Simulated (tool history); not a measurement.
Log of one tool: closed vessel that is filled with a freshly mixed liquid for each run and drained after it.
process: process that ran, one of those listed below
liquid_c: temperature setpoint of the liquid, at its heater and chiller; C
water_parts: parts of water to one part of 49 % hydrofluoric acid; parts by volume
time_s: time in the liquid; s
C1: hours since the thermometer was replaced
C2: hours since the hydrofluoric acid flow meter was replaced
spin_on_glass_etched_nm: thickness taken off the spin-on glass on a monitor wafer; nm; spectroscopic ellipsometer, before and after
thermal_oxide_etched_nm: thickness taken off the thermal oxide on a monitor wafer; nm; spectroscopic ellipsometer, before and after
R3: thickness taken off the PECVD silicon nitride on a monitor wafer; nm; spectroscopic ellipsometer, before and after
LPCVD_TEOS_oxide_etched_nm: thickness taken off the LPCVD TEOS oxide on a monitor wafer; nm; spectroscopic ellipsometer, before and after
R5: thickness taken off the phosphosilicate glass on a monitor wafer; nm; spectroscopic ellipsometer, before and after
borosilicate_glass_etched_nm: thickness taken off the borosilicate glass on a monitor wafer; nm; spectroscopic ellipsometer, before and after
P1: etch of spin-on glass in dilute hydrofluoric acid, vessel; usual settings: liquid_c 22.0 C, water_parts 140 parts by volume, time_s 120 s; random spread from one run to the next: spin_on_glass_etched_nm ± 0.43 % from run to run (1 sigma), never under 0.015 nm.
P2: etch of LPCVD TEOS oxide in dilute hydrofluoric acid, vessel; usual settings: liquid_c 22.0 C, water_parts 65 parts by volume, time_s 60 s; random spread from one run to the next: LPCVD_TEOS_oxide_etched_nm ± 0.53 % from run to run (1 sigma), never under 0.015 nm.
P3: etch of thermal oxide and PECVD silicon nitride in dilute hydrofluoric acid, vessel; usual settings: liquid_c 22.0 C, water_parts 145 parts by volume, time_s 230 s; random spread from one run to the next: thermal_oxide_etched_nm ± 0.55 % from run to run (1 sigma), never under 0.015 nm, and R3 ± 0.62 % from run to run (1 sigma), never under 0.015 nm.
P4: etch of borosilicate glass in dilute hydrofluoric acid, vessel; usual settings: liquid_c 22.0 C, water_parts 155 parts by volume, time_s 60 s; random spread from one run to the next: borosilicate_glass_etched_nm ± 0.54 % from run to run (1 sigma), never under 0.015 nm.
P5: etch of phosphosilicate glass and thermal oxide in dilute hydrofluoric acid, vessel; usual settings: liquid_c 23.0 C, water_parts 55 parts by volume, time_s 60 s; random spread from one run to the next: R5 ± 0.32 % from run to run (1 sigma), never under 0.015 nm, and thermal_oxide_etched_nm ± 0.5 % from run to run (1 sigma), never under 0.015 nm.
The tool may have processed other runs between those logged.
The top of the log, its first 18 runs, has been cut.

{"run": 19, "hour": 262.2, "process": "P4", "liquid_c": 26.0, "water_parts": 155, "time_s": 60, "C1": 696.3, "C2": 691.4, "borosilicate_glass_etched_nm": 14.302}
{"hour": 273.8, "done": "hydrofluoric acid flow meter replaced"}
{"run": 20, "hour": 280.1, "process": "P1", "liquid_c": 22.0, "water_parts": 140, "time_s": 30, "C1": 714.2, "C2": 6.3, "spin_on_glass_etched_nm": 6.7123}
{"run": 21, "hour": 295.4, "process": "P1", "liquid_c": 22.0, "water_parts": 140, "time_s": 120, "C1": 729.5, "C2": 21.6, "spin_on_glass_etched_nm": 27.057}
{"run": 22, "hour": 309.6, "process": "P1", "liquid_c": 22.0, "water_parts": 60, "time_s": 120, "C1": 743.7, "C2": 35.8, "spin_on_glass_etched_nm": 69.222}
{"run": 23, "hour": 322.8, "process": "P1", "liquid_c": 26.0, "water_parts": 185, "time_s": 120, "C1": 756.9, "C2": 49.0, "spin_on_glass_etched_nm": 22.477}
{"run": 24, "hour": 336.3, "process": "P2", "liquid_c": 22.0, "water_parts": 65, "time_s": 60, "C1": 770.4, "C2": 62.5, "LPCVD_TEOS_oxide_etched_nm": 37.683}
{"run": 25, "hour": 350.6, "process": "P1", "liquid_c": 26.0, "water_parts": 55, "time_s": 120, "C1": 784.7, "C2": 76.8, "spin_on_glass_etched_nm": 89.297}
{"run": 26, "hour": 365.5, "process": "P3", "liquid_c": 17.0, "water_parts": 145, "time_s": 230, "C1": 799.6, "C2": 91.7, "thermal_oxide_etched_nm": 5.7313, "R3": 2.6015}
{"run": 27, "hour": 376.8, "process": "P1", "liquid_c": 22.0, "water_parts": 140, "time_s": 120, "C1": 810.9, "C2": 103.0, "spin_on_glass_etched_nm": 26.893}
{"run": 28, "hour": 390.0, "process": "P3", "liquid_c": 22.0, "water_parts": 200, "time_s": 230, "C1": 824.1, "C2": 116.2, "thermal_oxide_etched_nm": 4.7577, "R3": 2.6546}
{"run": 29, "hour": 407.2, "process": "P5", "liquid_c": 23.0, "water_parts": 100, "time_s": 60, "C1": 841.3, "C2": 133.4, "thermal_oxide_etched_nm": 2.6718, "R5": 113.82}
{"run": 30, "hour": 423.4, "process": "P4", "liquid_c": 22.0, "water_parts": 215, "time_s": 60, "C1": 857.5, "C2": 149.6, "borosilicate_glass_etched_nm": 8.2292}
{"run": 31, "hour": 441.8, "process": "P1", "liquid_c": 22.0, "water_parts": 140, "time_s": 120, "C1": 875.9, "C2": 168.0, "spin_on_glass_etched_nm": 26.86}

Run 32, settings as shown, results not yet in. Your forecast:
{"run": 32, "hour": 449.9, "process": "P1", "liquid_c": 22.0, "water_parts": 140, "time_s": 120, "C1": 884.0, "C2": 176.1, "spin_on_glass_etched_nm": "?"}

spin_on_glass_etched_nm: 27.3390 nm
